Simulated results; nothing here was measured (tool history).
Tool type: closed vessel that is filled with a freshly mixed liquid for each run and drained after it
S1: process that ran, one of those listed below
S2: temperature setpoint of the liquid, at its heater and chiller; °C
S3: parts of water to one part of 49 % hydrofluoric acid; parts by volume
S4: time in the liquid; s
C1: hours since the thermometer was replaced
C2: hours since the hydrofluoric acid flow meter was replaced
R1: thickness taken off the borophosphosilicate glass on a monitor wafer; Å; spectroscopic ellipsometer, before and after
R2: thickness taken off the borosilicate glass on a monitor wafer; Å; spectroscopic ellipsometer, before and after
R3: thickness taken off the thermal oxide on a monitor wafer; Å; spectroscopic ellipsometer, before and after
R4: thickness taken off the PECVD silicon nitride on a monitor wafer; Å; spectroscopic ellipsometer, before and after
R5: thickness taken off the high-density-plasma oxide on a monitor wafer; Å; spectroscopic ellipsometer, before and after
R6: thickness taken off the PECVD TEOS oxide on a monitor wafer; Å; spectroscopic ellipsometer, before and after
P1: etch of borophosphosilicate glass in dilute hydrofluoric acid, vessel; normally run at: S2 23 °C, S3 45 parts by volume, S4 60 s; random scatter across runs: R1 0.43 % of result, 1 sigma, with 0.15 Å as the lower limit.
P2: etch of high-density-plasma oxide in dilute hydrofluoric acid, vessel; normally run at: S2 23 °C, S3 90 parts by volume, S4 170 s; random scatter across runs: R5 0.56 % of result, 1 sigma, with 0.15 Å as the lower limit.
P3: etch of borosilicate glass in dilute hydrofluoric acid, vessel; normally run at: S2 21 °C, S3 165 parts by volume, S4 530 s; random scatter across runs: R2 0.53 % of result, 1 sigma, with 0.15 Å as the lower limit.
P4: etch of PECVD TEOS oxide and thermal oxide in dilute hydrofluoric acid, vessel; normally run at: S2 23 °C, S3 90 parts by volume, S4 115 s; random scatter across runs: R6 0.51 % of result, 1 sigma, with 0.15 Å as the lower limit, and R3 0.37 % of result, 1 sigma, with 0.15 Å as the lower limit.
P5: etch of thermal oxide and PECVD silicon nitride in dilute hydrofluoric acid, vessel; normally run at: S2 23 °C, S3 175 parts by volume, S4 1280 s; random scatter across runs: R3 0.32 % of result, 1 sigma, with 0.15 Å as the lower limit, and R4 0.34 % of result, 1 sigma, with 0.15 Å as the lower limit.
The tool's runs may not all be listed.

run	hour	S1	S2	S3	S4	C1	C2	R1	R2	R3	R4	R5	R6
1	3.6	P1	23	45	60	585.3	513.5	670.75					
2	7.8	P1	23	45	100	589.5	517.7	1116.3					
3	13.6	P1	23	45	60	595.3	523.5	674.5					
4	16.9	P1	29	30	60	598.6	526.8	1308.7					
5	20.4	P1	23	45	60	602.1	530.3	667.65					
6	25.8	P3	21	165	530	607.5	535.7		601.96				
7	30.8	P1	23	60	60	612.5	540.7	493.05					
8	36.7	P1	18.5	45	60	618.4	546.6	554.54					
9	41.2	P5	23	30	1280	622.9	551.1			2158.7	1140.8		
10	46.2	P1	29	45	60	627.9	556.1	853.22					
11	51.6	P2	17	90	170	633.3	561.5					88.717	
12	54.6	P5	23	175	1280	636.3	564.5			311.03	201.04		
13	59.1	P4	23	90	30	640.8	569			15.936			44.778
14	65	P3	21	40	530	646.7	574.9		2877.7				
15	70.4	P1	17.5	20	60	652.1	580.3	1233.8					
16	75.3	P1	23	45	60	657	585.2	671.47					
17	77.9	P5	23	175	2245	659.6	587.8			546.61	353.83		
18	83.1	P1	23	45	60	664.8	593	668.13					
19	87.1	P3	25	165	530	668.8	597		702.55				
20	89.9	P2	23	135	170	671.6	599.8					70.8	
21	92.5	P4	23	90	115	674.2	602.4			60.782			170.04
# hour 93.6: thermometer replaced
22	96.1	P1	23	45	30	2.6	606	334.37					
23	99.9	P5	17	175	1280	6.4	609.8			247.04	136.27		
24	105.4	P2	23	90	335	11.9	615.3					222.73	
25	108.6	P4	17.5	90	115	15.1	618.5			48.619			135.07
26	111.7	P1	23	45	60	18.2	621.6	671.32					
27	116.8	P1	23	20	60	23.3	626.7	1564.1					
28	120.9	P4	23	90	115	27.4	630.8			60.243			170.66
29	126.2	P3	21	165	995	32.7	636.1		1130.1				
30	131	P1	23	45	60	37.5	640.9	674.92					
31	136.7	P2	23	90	170	43.2	646.6					112.57	
32	142.1	P2	23	90	170	48.6	652					111.88	
33	148	P4	23	135	115	54.5	657.9			38.376			108.14
34	152.4	P1	23	45	60	58.9	662.3	667.69					
35	155.9	P1	23	45	60	62.4	665.8	687.48					
36	161.8	P1	23	45	60	68.3	671.7	701.71					
37	166	P1	23	45	60	72.5	675.9	712					
38	170.5	P1	23	45	60	77	680.4	714.15					
39	174.2	P1	23	45	60	80.7	684.1	722.15					
40	180.1	P1	23	45	60	86.6	690	727.29					
41	183.9	P1	23	45	60	90.4	693.8	730.31					
42	186.8	P1	23	45	60	93.3	696.7	732.34					
43	192.4	P1	23	45	60	98.9	702.3	730.5					
44	197.5	P1	23	45	60	104	707.4	730.34					
45	200.2	P1	23	45	60	106.7	710.1	731.94					

P1 has crept away from where it was. The log is fitted equally well by each of these 2 causes, at the sizes shown:
A: hydrofluoric acid flow above the setpoint (%) = 8.6
B: liquid hotter than its thermometer reads (K) = 2.12
At approximately hour 152.4, the process output began to creep.

Below are 4 check runs, each on a single wafer, with their results shown as question marks. Which of them would tell the listed causes apart, meaning the causes would give clearly different results under it?
check 1	202.9	P3	21	55	950				?				
check 2	202.9	P2	17	90	320							?	
check 3	202.9	P5	23	175	2180					?	?		
check 4	202.9	P4	18	90	115					?			?

Outcome of each check run for each possible cause:
check	result	if A	if B
check 1	R2	4003.3	4004.6
check 2	R5	181.45	181.28
check 3	R3	584.83	574.39
check 3	R4	372.68	393.36
check 4	R3	54.186	54.082
check 4	R6	152.37	152.08
Gap, in per cent, between the two causes that each check separates least, read from the result that separates them most: check 1 0.03 %; check 2 0.1 %; check 3 5.4 %; check 4 0.19 %
Of the check runs offered, only check 3 discriminates between the causes; the rest would read about the same regardless of which cause applies.

With check 3 done, the readings were: R3 573.54 Å; R4 392.97 Å. Identify which of the listed causes applies.

The cause is B: liquid hotter than its thermometer reads (K).

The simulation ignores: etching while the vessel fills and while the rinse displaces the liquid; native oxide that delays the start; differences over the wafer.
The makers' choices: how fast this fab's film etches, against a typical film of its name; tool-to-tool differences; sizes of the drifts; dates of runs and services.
